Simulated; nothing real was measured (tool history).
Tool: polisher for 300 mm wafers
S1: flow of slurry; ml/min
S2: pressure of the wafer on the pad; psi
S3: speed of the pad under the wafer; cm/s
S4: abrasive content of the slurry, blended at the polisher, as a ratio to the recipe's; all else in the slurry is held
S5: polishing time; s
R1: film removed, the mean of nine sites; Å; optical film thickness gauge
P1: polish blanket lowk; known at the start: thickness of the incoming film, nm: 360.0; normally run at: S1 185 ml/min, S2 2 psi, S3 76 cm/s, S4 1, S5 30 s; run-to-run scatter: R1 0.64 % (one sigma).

run,hour,S1,S2,S3,S4,S5,R1
1,2.5,185,2,76,1,30,108.17
2,6,185,2,76,0.65,30,86.903
# hour 7.4: conditioning disc replaced and pad reconditioned
3,9.9,185,3,76,0.65,30,128.62
4,12.4,140,2,42,1,30,63.484
5,15,185,2,76,1.4,30,123.83
# hour 15.3: worn pad replaced by a new one
6,17.5,280,2,76,1,30,112.51
7,20.3,185,2,42,1,30,66.522
8,24.3,185,2,76,1,30,107.9
9,26.9,185,2,116,1,30,150.26
10,28.7,185,2,76,1,30,107.09
11,32.7,185,2,76,1,39,140.16
12,35.1,110,2,76,1,43,138.14
13,37.3,185,3.1,76,1,30,164.71
# hour 39: head pressure recalibrated
14,40,185,2,76,1,30,107.98
15,42.3,185,1,76,1,30,54.503
16,45.9,185,2,76,1,22,79.095
17,47.9,185,2,76,1,30,105.43
# hour 49.3: slurry blender recalibrated
18,51.3,110,2,76,1,30,97.978
19,53.1,185,2,76,1,30,107.45
20,56.3,185,2,76,1,30,107.14
21,59.4,185,2,76,1,30,107.04
22,62.6,185,2,76,1,30,104.91
23,66.5,185,2,76,1,30,103.08
24,68.7,185,2,76,1,30,102.73

The next listed run, before its measurement:
25,71.7,185,2,76,1,30,?

R1: 101.01 Å
